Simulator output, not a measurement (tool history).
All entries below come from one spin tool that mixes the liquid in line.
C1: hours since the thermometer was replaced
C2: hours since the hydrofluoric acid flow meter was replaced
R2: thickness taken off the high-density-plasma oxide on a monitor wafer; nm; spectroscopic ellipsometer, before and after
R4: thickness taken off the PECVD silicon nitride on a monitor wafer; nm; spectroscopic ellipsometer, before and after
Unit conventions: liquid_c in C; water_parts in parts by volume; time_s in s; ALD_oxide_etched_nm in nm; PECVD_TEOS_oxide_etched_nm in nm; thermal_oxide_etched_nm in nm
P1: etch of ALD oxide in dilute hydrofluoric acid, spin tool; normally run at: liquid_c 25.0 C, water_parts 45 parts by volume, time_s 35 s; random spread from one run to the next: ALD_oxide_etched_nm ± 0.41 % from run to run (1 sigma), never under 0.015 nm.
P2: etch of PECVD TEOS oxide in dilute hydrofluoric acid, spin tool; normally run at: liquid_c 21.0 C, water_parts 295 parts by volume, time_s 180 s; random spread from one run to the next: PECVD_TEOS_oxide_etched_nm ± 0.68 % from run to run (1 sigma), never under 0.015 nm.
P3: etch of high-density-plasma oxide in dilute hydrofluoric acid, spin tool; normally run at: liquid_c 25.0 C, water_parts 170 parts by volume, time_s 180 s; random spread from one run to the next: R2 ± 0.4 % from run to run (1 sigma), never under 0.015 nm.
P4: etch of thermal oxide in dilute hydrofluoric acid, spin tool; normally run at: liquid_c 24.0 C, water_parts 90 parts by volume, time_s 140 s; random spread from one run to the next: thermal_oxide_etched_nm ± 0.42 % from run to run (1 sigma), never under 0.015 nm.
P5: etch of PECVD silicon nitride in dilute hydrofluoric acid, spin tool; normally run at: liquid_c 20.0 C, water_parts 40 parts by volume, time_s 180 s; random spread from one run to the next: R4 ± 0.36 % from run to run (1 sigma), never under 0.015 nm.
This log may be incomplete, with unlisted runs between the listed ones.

run 1 day=0.412 | process=P1 liquid_c=25.0 water_parts=45 time_s=35 | C1=489.2 C2=1521.0 | ALD_oxide_etched_nm=8.6253
run 2 day=0.700 | process=P1 liquid_c=25.0 water_parts=45 time_s=15 | C1=496.1 C2=1527.9 | ALD_oxide_etched_nm=3.7092
run 3 day=0.946 | process=P3 liquid_c=33.0 water_parts=170 time_s=180 | C1=502.0 C2=1533.8 | R2=8.6074
run 4 day=1.321 | process=P2 liquid_c=21.0 water_parts=295 time_s=180 | C1=511.0 C2=1542.8 | PECVD_TEOS_oxide_etched_nm=3.8270
run 5 day=1.650 | process=P2 liquid_c=21.0 water_parts=295 time_s=360 | C1=518.9 C2=1550.7 | PECVD_TEOS_oxide_etched_nm=7.7671
run 6 day=1.996 | process=P1 liquid_c=25.0 water_parts=20 time_s=15 | C1=527.2 C2=1559.0 | ALD_oxide_etched_nm=8.4266
run 7 day=2.412 | process=P1 liquid_c=25.0 water_parts=45 time_s=35 | C1=537.2 C2=1569.0 | ALD_oxide_etched_nm=8.5217
run 8 day=2.671 | process=P5 liquid_c=20.0 water_parts=40 time_s=180 | C1=543.4 C2=1575.2 | R4=7.5378
run 9 day=2.950 | process=P2 liquid_c=29.0 water_parts=295 time_s=180 | C1=550.1 C2=1581.9 | PECVD_TEOS_oxide_etched_nm=5.1625
run 10 day=3.408 | process=P5 liquid_c=20.0 water_parts=40 time_s=180 | C1=561.1 C2=1592.9 | R4=7.5697
run 11 day=3.717 | process=P3 liquid_c=25.0 water_parts=170 time_s=180 | C1=568.5 C2=1600.3 | R2=6.4689
run 12 day=4.162 | process=P1 liquid_c=29.5 water_parts=45 time_s=35 | C1=579.2 C2=1611.0 | ALD_oxide_etched_nm=10.2750
run 13 day=4.392 | process=P4 liquid_c=24.0 water_parts=90 time_s=140 | C1=584.7 C2=1616.5 | thermal_oxide_etched_nm=7.5495
run 14 day=4.758 | process=P1 liquid_c=25.0 water_parts=45 time_s=55 | C1=593.5 C2=1625.3 | ALD_oxide_etched_nm=13.4400
run 15 day=5.217 | process=P4 liquid_c=24.0 water_parts=90 time_s=140 | C1=604.5 C2=1636.3 | thermal_oxide_etched_nm=7.5578
run 16 day=5.679 | process=P4 liquid_c=20.5 water_parts=90 time_s=140 | C1=615.6 C2=1647.4 | thermal_oxide_etched_nm=6.5896
run 17 day=6.000 | process=P1 liquid_c=25.0 water_parts=45 time_s=35 | C1=623.3 C2=1655.1 | ALD_oxide_etched_nm=8.5171
run 18 day=6.467 | process=P1 liquid_c=25.0 water_parts=30 time_s=35 | C1=634.5 C2=1666.3 | ALD_oxide_etched_nm=13.0050
run 19 day=6.725 | process=P5 liquid_c=20.0 water_parts=40 time_s=350 | C1=640.7 C2=1672.5 | R4=14.6640
run 20 day=7.217 | process=P1 liquid_c=25.0 water_parts=70 time_s=35 | C1=652.5 C2=1684.3 | ALD_oxide_etched_nm=5.3079
run 21 day=7.700 | process=P1 liquid_c=25.0 water_parts=45 time_s=35 | C1=664.1 C2=1695.9 | ALD_oxide_etched_nm=8.5280
run 22 day=7.975 | process=P3 liquid_c=25.0 water_parts=170 time_s=365 | C1=670.7 C2=1702.5 | R2=13.1660
run 23 day=8.462 | process=P5 liquid_c=17.0 water_parts=40 time_s=180 | C1=682.4 C2=1714.2 | R4=6.1156
run 24 day=8.858 | process=P4 liquid_c=24.0 water_parts=20 time_s=140 | C1=691.9 C2=1723.7 | thermal_oxide_etched_nm=37.3270
run 25 day=9.208 | process=P3 liquid_c=25.0 water_parts=40 time_s=180 | C1=700.3 C2=1732.1 | R2=32.5130
run 26 day=9.483 | process=P5 liquid_c=20.0 water_parts=20 time_s=180 | C1=706.9 C2=1738.7 | R4=14.6320
run 27 day=9.850 | process=P1 liquid_c=20.0 water_parts=45 time_s=35 | C1=715.7 C2=1747.5 | ALD_oxide_etched_nm=6.9360
run 28 day=10.325 | process=P2 liquid_c=21.0 water_parts=170 time_s=180 | C1=727.1 C2=1758.9 | PECVD_TEOS_oxide_etched_nm=7.7128
run 29 day=10.592 | process=P4 liquid_c=24.0 water_parts=90 time_s=230 | C1=733.5 C2=1765.3 | thermal_oxide_etched_nm=12.4100
run 30 day=11.033 | process=P1 liquid_c=25.0 water_parts=65 time_s=15 | C1=744.1 C2=1775.9 | ALD_oxide_etched_nm=2.4516
run 31 day=11.471 | process=P1 liquid_c=25.0 water_parts=45 time_s=35 | C1=754.6 C2=1786.4 | ALD_oxide_etched_nm=8.5661
run 32 day=11.962 | process=P1 liquid_c=25.0 water_parts=45 time_s=35 | C1=766.4 C2=1798.2 | ALD_oxide_etched_nm=8.6343
run 33 day=12.271 | process=P1 liquid_c=25.0 water_parts=45 time_s=35 | C1=773.8 C2=1805.6 | ALD_oxide_etched_nm=8.8932
run 34 day=12.746 | process=P1 liquid_c=25.0 water_parts=45 time_s=35 | C1=785.2 C2=1817.0 | ALD_oxide_etched_nm=8.9463
run 35 day=13.238 | process=P1 liquid_c=25.0 water_parts=45 time_s=35 | C1=797.0 C2=1828.8 | ALD_oxide_etched_nm=8.9889
run 36 day=13.729 | process=P1 liquid_c=25.0 water_parts=45 time_s=35 | C1=808.8 C2=1840.6 | ALD_oxide_etched_nm=9.0677
run 37 day=14.004 | process=P1 liquid_c=25.0 water_parts=45 time_s=35 | C1=815.4 C2=1847.2 | ALD_oxide_etched_nm=9.0230
run 38 day=14.238 | process=P1 liquid_c=25.0 water_parts=45 time_s=35 | C1=821.0 C2=1852.8 | ALD_oxide_etched_nm=8.9538
run 39 day=14.504 | process=P1 liquid_c=25.0 water_parts=45 time_s=35 | C1=827.4 C2=1859.2 | ALD_oxide_etched_nm=8.9970
run 40 day=14.992 | process=P1 liquid_c=25.0 water_parts=45 time_s=35 | C1=839.1 C2=1870.9 | ALD_oxide_etched_nm=8.9733

Something has made what P1 gives creep away from where it was; the 2 causes below, each at its own stated size, fit the log equally well:
A: hydrofluoric acid flow above the setpoint (%) = 5.82
B: liquid hotter than its thermometer reads (K) = 1.47
At approximately day 11.471, the process output began to creep.

Question marks stand in for the results of the 4 check runs listed below, each run on one wafer. Under which run would the listed causes show clearly different results?
run check 1 day=15.479 | process=P4 liquid_c=24.0 water_parts=55 time_s=140 | thermal_oxide_etched_nm=?
run check 2 day=15.479 | process=P5 liquid_c=20.0 water_parts=40 time_s=325 | R4=?
run check 3 day=15.479 | process=P2 liquid_c=21.0 water_parts=200 time_s=335 | PECVD_TEOS_oxide_etched_nm=?
run check 4 day=15.479 | process=P3 liquid_c=25.0 water_parts=50 time_s=180 | R2=?

If the cause were each of the candidates in turn, the checks would give the following:
check=check_1 result=thermal_oxide_etched_nm if_A=13.7150 if_B=13.7070
check=check_2 result=R4 if_A=14.3630 if_B=15.0580
check=check_3 result=PECVD_TEOS_oxide_etched_nm if_A=12.5210 if_B=12.3720
check=check_4 result=R2 if_A=27.1790 if_B=27.1610
How far apart the two closest causes lie, in the result that separates them most: check 1 0.06 %; check 2 4.72 %; check 3 1.2 %; check 4 0.06 %
The other checks would show nearly matching results whichever cause is true, so check 2 is the only one that separates the causes.

With check 2 done, the readings were: R4 15.1060 nm. Identify which of the listed causes applies.

The correct cause is B, namely: liquid hotter than its thermometer reads (K).

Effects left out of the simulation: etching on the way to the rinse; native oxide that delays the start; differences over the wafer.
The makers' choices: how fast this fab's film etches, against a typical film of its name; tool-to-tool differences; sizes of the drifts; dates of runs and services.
